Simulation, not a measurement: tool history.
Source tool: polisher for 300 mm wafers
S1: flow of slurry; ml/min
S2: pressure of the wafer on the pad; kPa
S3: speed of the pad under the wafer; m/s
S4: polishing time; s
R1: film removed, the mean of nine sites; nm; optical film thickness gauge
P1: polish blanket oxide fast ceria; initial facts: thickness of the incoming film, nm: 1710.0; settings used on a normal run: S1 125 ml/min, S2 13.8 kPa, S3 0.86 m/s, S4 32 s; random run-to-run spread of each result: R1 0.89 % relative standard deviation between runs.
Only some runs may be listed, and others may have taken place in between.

run,day,S1,S2,S3,S4,R1
1,0.375,125,13.8,0.86,32,306.880
2,0.879,125,13.8,0.86,32,307.880
3,1.362,125,13.8,0.86,32,305.850
4,2.012,125,13.8,0.86,32,305.560
5,2.321,170,13.8,0.86,32,321.500
# day 2.746: slurry nozzle cleaned
6,2.979,125,13.8,0.86,17,161.820
7,3.638,125,13.8,0.86,44,418.660
8,4.162,125,6.2,0.50,32,79.396
9,4.721,125,6.9,0.86,32,152.230
10,5.279,160,13.8,0.46,32,168.980
11,5.788,75,13.8,0.86,32,263.420
12,6.100,125,13.8,1.30,32,458.770
13,6.733,125,22.1,0.86,32,489.090
14,7.054,125,13.8,0.58,32,205.210
15,7.442,125,13.8,0.86,32,305.910
16,7.775,125,13.8,0.86,32,299.440
17,8.267,125,13.8,0.86,32,291.600
18,8.938,125,13.8,0.86,32,285.390
19,9.471,125,13.8,0.86,32,280.670

Estimate the outcome of run 20 from the log above:
20,10.025,125,13.8,0.86,32,?

{"run 20": {"R1": 276.2}}

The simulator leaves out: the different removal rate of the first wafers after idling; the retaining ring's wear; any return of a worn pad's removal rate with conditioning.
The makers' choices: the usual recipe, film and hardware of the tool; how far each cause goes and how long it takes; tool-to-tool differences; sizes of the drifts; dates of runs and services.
